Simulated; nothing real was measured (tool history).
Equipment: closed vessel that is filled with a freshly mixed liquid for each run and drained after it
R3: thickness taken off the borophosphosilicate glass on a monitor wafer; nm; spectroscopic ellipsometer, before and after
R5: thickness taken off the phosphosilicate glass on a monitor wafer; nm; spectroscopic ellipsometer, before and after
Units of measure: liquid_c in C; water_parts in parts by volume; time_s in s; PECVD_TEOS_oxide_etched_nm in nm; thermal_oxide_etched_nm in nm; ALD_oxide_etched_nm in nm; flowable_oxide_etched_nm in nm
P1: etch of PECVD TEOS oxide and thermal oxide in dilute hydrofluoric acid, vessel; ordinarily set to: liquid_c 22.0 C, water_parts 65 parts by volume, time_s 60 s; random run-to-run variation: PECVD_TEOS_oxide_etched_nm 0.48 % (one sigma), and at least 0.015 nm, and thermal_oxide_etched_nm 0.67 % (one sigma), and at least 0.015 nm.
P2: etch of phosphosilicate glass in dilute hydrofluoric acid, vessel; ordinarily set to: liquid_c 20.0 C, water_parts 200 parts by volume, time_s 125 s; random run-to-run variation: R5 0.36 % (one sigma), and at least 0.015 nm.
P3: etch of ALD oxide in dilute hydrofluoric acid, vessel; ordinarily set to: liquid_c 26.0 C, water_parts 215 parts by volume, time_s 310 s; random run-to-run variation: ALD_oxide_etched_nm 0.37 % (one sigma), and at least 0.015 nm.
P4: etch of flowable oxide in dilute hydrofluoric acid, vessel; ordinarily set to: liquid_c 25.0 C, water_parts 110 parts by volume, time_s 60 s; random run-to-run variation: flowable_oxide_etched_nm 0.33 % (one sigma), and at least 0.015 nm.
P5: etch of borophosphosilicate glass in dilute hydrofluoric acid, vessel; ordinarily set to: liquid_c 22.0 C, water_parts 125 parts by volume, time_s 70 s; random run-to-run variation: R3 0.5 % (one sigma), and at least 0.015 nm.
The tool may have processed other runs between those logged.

Run 1, day 0.362: process P1, liquid_c 22.0 C, water_parts 65 parts by volume, time_s 60 s. Result: PECVD_TEOS_oxide_etched_nm 16.335 nm, thermal_oxide_etched_nm 4.3038 nm.
Run 2, day 0.583: process P1, liquid_c 18.5 C, water_parts 65 parts by volume, time_s 60 s. Result: PECVD_TEOS_oxide_etched_nm 14.098 nm, thermal_oxide_etched_nm 3.6814 nm.
Run 3, day 0.788: process P5, liquid_c 22.0 C, water_parts 125 parts by volume, time_s 70 s. Result: R3 28.438 nm.
Run 4, day 1.092: process P3, liquid_c 26.0 C, water_parts 215 parts by volume, time_s 310 s. Result: ALD_oxide_etched_nm 32.842 nm.
Run 5, day 1.429: process P5, liquid_c 22.0 C, water_parts 35 parts by volume, time_s 70 s. Result: R3 114.040 nm.
Run 6, day 1.729: process P2, liquid_c 20.0 C, water_parts 75 parts by volume, time_s 125 s. Result: R5 95.321 nm.
Run 7, day 1.942: process P1, liquid_c 22.0 C, water_parts 65 parts by volume, time_s 60 s. Result: PECVD_TEOS_oxide_etched_nm 16.446 nm, thermal_oxide_etched_nm 4.2652 nm.
At day 2.138: hydrofluoric acid flow meter replaced.
Run 8, day 2.258: process P2, liquid_c 20.0 C, water_parts 200 parts by volume, time_s 125 s. Result: R5 31.497 nm.
Run 9, day 2.629: process P1, liquid_c 22.0 C, water_parts 65 parts by volume, time_s 90 s. Result: PECVD_TEOS_oxide_etched_nm 24.596 nm, thermal_oxide_etched_nm 6.3957 nm.
At day 2.746: thermometer replaced.
Run 10, day 3.008: process P2, liquid_c 20.0 C, water_parts 200 parts by volume, time_s 55 s. Result: R5 13.783 nm.
Run 11, day 3.396: process P2, liquid_c 17.0 C, water_parts 200 parts by volume, time_s 125 s. Result: R5 27.780 nm.
Run 12, day 3.708: process P1, liquid_c 29.0 C, water_parts 65 parts by volume, time_s 105 s. Result: PECVD_TEOS_oxide_etched_nm 37.942 nm, thermal_oxide_etched_nm 9.8609 nm.
Run 13, day 4.033: process P2, liquid_c 20.0 C, water_parts 200 parts by volume, time_s 125 s. Result: R5 31.388 nm.
Run 14, day 4.221: process P1, liquid_c 29.0 C, water_parts 65 parts by volume, time_s 60 s. Result: PECVD_TEOS_oxide_etched_nm 21.670 nm, thermal_oxide_etched_nm 5.6639 nm.
Run 15, day 4.492: process P4, liquid_c 25.0 C, water_parts 110 parts by volume, time_s 110 s. Result: flowable_oxide_etched_nm 47.775 nm.
Run 16, day 4.817: process P4, liquid_c 25.0 C, water_parts 160 parts by volume, time_s 60 s. Result: flowable_oxide_etched_nm 17.044 nm.
Run 17, day 5.000: process P4, liquid_c 21.0 C, water_parts 110 parts by volume, time_s 60 s. Result: flowable_oxide_etched_nm 22.270 nm.
Run 18, day 5.242: process P1, liquid_c 22.0 C, water_parts 100 parts by volume, time_s 60 s. Result: PECVD_TEOS_oxide_etched_nm 10.254 nm, thermal_oxide_etched_nm 2.6740 nm.
Run 19, day 5.450: process P5, liquid_c 22.0 C, water_parts 125 parts by volume, time_s 30 s. Result: R3 12.179 nm.
Run 20, day 5.821: process P1, liquid_c 22.0 C, water_parts 65 parts by volume, time_s 60 s. Result: PECVD_TEOS_oxide_etched_nm 16.380 nm, thermal_oxide_etched_nm 4.2342 nm.
Run 21, day 6.071: process P1, liquid_c 22.0 C, water_parts 65 parts by volume, time_s 30 s. Result: PECVD_TEOS_oxide_etched_nm 8.103 nm, thermal_oxide_etched_nm 2.1395 nm.
Run 22, day 6.379: process P1, liquid_c 22.0 C, water_parts 65 parts by volume, time_s 60 s. Result: PECVD_TEOS_oxide_etched_nm 16.430 nm, thermal_oxide_etched_nm 4.2606 nm.
Run 23, day 6.671: process P3, liquid_c 20.5 C, water_parts 215 parts by volume, time_s 310 s. Result: ALD_oxide_etched_nm 26.647 nm.
Run 24, day 6.954: process P3, liquid_c 26.0 C, water_parts 215 parts by volume, time_s 310 s. Result: ALD_oxide_etched_nm 33.022 nm.
Run 25, day 7.292: process P1, liquid_c 22.0 C, water_parts 25 parts by volume, time_s 60 s. Result: PECVD_TEOS_oxide_etched_nm 45.174 nm, thermal_oxide_etched_nm 11.7040 nm.
Run 26, day 7.583: process P5, liquid_c 17.0 C, water_parts 125 parts by volume, time_s 70 s. Result: R3 23.078 nm.
Run 27, day 8.000: process P3, liquid_c 26.0 C, water_parts 215 parts by volume, time_s 450 s. Result: ALD_oxide_etched_nm 47.505 nm.
Run 28, day 8.333: process P4, liquid_c 25.0 C, water_parts 110 parts by volume, time_s 60 s. Result: flowable_oxide_etched_nm 26.205 nm.
Run 29, day 8.708: process P4, liquid_c 25.0 C, water_parts 110 parts by volume, time_s 60 s. Result: flowable_oxide_etched_nm 26.261 nm.
Run 30, day 9.038: process P3, liquid_c 26.0 C, water_parts 315 parts by volume, time_s 310 s. Result: ALD_oxide_etched_nm 20.224 nm.
Run 31, day 9.317: process P1, liquid_c 22.0 C, water_parts 65 parts by volume, time_s 60 s. Result: PECVD_TEOS_oxide_etched_nm 16.432 nm, thermal_oxide_etched_nm 4.3150 nm.
Run 32, day 9.683: process P1, liquid_c 22.0 C, water_parts 65 parts by volume, time_s 60 s. Result: PECVD_TEOS_oxide_etched_nm 16.857 nm, thermal_oxide_etched_nm 4.4690 nm.
Run 33, day 9.979: process P1, liquid_c 22.0 C, water_parts 65 parts by volume, time_s 60 s. Result: PECVD_TEOS_oxide_etched_nm 17.155 nm, thermal_oxide_etched_nm 4.5310 nm.
Run 34, day 10.354: process P1, liquid_c 22.0 C, water_parts 65 parts by volume, time_s 60 s. Result: PECVD_TEOS_oxide_etched_nm 17.406 nm, thermal_oxide_etched_nm 4.5366 nm.
Run 35, day 10.575: process P1, liquid_c 22.0 C, water_parts 65 parts by volume, time_s 60 s. Result: PECVD_TEOS_oxide_etched_nm 17.699 nm, thermal_oxide_etched_nm 4.5616 nm.
Run 36, day 10.942: process P1, liquid_c 22.0 C, water_parts 65 parts by volume, time_s 60 s. Result: PECVD_TEOS_oxide_etched_nm 17.634 nm, thermal_oxide_etched_nm 4.6013 nm.
Run 37, day 11.288: process P1, liquid_c 22.0 C, water_parts 65 parts by volume, time_s 60 s. Result: PECVD_TEOS_oxide_etched_nm 17.871 nm, thermal_oxide_etched_nm 4.6092 nm.
Run 38, day 11.558: process P1, liquid_c 22.0 C, water_parts 65 parts by volume, time_s 60 s. Result: PECVD_TEOS_oxide_etched_nm 17.660 nm, thermal_oxide_etched_nm 4.6726 nm.
Run 39, day 11.871: process P1, liquid_c 22.0 C, water_parts 65 parts by volume, time_s 60 s. Result: PECVD_TEOS_oxide_etched_nm 17.786 nm, thermal_oxide_etched_nm 4.6121 nm.
Run 40, day 12.083: process P1, liquid_c 22.0 C, water_parts 65 parts by volume, time_s 60 s. Result: PECVD_TEOS_oxide_etched_nm 17.835 nm, thermal_oxide_etched_nm 4.6843 nm.
Run 41, day 12.454: process P1, liquid_c 22.0 C, water_parts 65 parts by volume, time_s 60 s. Result: PECVD_TEOS_oxide_etched_nm 17.831 nm, thermal_oxide_etched_nm 4.7234 nm.
Run 42, day 12.754: process P1, liquid_c 22.0 C, water_parts 65 parts by volume, time_s 60 s. Result: PECVD_TEOS_oxide_etched_nm 17.834 nm, thermal_oxide_etched_nm 4.7061 nm.

Something has made what P1 gives creep away from where it was; the 2 causes below, each at its own stated size, fit the log equally well:
A: liquid hotter than its thermometer reads (K) = 2.11
B: hydrofluoric acid flow above the setpoint (%) = 8.34
At approximately day 9.317, the process output began to creep.

Question marks stand in for the results of the 4 check runs listed below, each run on one wafer. Under which run would the listed causes show clearly different results?
Run check 1, day 13.054: process P3, liquid_c 26.0 C, water_parts 305 parts by volume, time_s 310 s. Result: ALD_oxide_etched_nm ?.
Run check 2, day 13.054: process P4, liquid_c 21.5 C, water_parts 110 parts by volume, time_s 60 s. Result: flowable_oxide_etched_nm ?.
Run check 3, day 13.054: process P2, liquid_c 20.0 C, water_parts 110 parts by volume, time_s 70 s. Result: R5 ?.
Run check 4, day 13.054: process P5, liquid_c 17.0 C, water_parts 50 parts by volume, time_s 70 s. Result: R3 ?.

Expected result of each check under each candidate cause:
  check                    result    if A    if B
check 1       ALD_oxide_etched_nm  22.618  23.395
check 2  flowable_oxide_etched_nm  24.872  25.015
check 3                        R5  38.108  38.269
check 4                        R3  68.608  68.158
Per-check spread between the two closest causes, in the result where they differ most: check 1 3.38 %; check 2 0.57 %; check 3 0.42 %; check 4 0.66 %
Check 1 tells the causes apart: in the others they would give nearly the same result.

After running check 1, the following was obtained: ALD_oxide_etched_nm 23.216 nm. Which cause does this point to?

It was cause B: hydrofluoric acid flow above the setpoint (%).
